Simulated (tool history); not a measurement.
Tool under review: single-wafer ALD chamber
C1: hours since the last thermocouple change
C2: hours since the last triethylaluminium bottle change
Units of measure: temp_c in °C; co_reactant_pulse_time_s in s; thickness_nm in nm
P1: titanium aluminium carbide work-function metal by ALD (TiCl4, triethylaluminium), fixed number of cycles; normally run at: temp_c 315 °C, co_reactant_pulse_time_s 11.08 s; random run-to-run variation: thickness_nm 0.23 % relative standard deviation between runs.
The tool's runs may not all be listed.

run 1 day=0.321 | temp_c=315 co_reactant_pulse_time_s=11.08 | C1=1613.7 C2=134.2 | thickness_nm=2.1815
run 2 day=0.542 | temp_c=315 co_reactant_pulse_time_s=11.08 | C1=1619.0 C2=139.5 | thickness_nm=2.1744
run 3 day=0.825 | temp_c=315 co_reactant_pulse_time_s=11.08 | C1=1625.8 C2=146.3 | thickness_nm=2.1914
run 4 day=1.050 | temp_c=315 co_reactant_pulse_time_s=14.90 | C1=1631.2 C2=151.7 | thickness_nm=2.2187
run 5 day=1.442 | temp_c=315 co_reactant_pulse_time_s=6.81 | C1=1640.6 C2=161.1 | thickness_nm=2.0194
run 6 day=1.775 | temp_c=329 co_reactant_pulse_time_s=7.56 | C1=1648.6 C2=169.1 | thickness_nm=2.1816
run 7 day=2.083 | temp_c=293 co_reactant_pulse_time_s=11.08 | C1=1656.0 C2=176.5 | thickness_nm=1.9803
run 8 day=2.275 | temp_c=293 co_reactant_pulse_time_s=7.96 | C1=1660.6 C2=181.1 | thickness_nm=1.8890
run 9 day=2.579 | temp_c=315 co_reactant_pulse_time_s=11.08 | C1=1667.9 C2=188.4 | thickness_nm=2.1760
run 10 day=2.925 | temp_c=334 co_reactant_pulse_time_s=11.08 | C1=1676.2 C2=196.7 | thickness_nm=2.3502
run 11 day=3.246 | temp_c=315 co_reactant_pulse_time_s=11.08 | C1=1683.9 C2=204.4 | thickness_nm=2.1780
run 12 day=3.458 | temp_c=315 co_reactant_pulse_time_s=11.08 | C1=1689.0 C2=209.5 | thickness_nm=2.1682
run 13 day=3.754 | temp_c=315 co_reactant_pulse_time_s=11.08 | C1=1696.1 C2=216.6 | thickness_nm=2.1445
run 14 day=4.067 | temp_c=315 co_reactant_pulse_time_s=11.08 | C1=1703.6 C2=224.1 | thickness_nm=2.1503
run 15 day=4.362 | temp_c=315 co_reactant_pulse_time_s=11.08 | C1=1710.7 C2=231.2 | thickness_nm=2.1442
run 16 day=4.683 | temp_c=315 co_reactant_pulse_time_s=11.08 | C1=1718.4 C2=238.9 | thickness_nm=2.1469
run 17 day=4.946 | temp_c=315 co_reactant_pulse_time_s=11.08 | C1=1724.7 C2=245.2 | thickness_nm=2.1398
run 18 day=5.233 | temp_c=315 co_reactant_pulse_time_s=11.08 | C1=1731.6 C2=252.1 | thickness_nm=2.1404
run 19 day=5.500 | temp_c=315 co_reactant_pulse_time_s=11.08 | C1=1738.0 C2=258.5 | thickness_nm=2.1296
run 20 day=5.904 | temp_c=315 co_reactant_pulse_time_s=11.08 | C1=1747.7 C2=268.2 | thickness_nm=2.1313

The output of P1 has drifted from where it used to be. Each of the 2 causes below, taken at the size shown beside it, accounts for the log equally well:
A: wafer temperature below the value expected at the setpoint (K) = 4.42
B: triethylaluminium dose below that of a fresh bottle (%) = 15.6
The gradual shift began around day 3.246.

Each of the 4 check runs below uses one wafer; its results are left as question marks. Which run tells the causes apart?
run check 1 day=6.308 | temp_c=315 co_reactant_pulse_time_s=7.44 | thickness_nm=?
run check 2 day=6.308 | temp_c=304 co_reactant_pulse_time_s=11.08 | thickness_nm=?
run check 3 day=6.308 | temp_c=325 co_reactant_pulse_time_s=11.08 | thickness_nm=?
run check 4 day=6.308 | temp_c=327 co_reactant_pulse_time_s=11.08 | thickness_nm=?

If the cause were each of the candidates in turn, the checks would give the following:
check=check_1 result=thickness_nm if_A=2.0172 if_B=1.9704
check=check_2 result=thickness_nm if_A=2.0392 if_B=2.0406
check=check_3 result=thickness_nm if_A=2.2271 if_B=2.2257
check=check_4 result=thickness_nm if_A=2.2452 if_B=2.2434
Per-check spread between the two closest causes, in the result where they differ most: check 1 2.35 %; check 2 0.07 %; check 3 0.07 %; check 4 0.08 %
Check 1 distinguishes between the causes, while the remaining checks would return nearly the same result for all of them.

Check 1 has now been run. It gave: thickness_nm 2.0175 nm. Which of the candidate causes is it?

It was cause A: wafer temperature below the value expected at the setpoint (K).
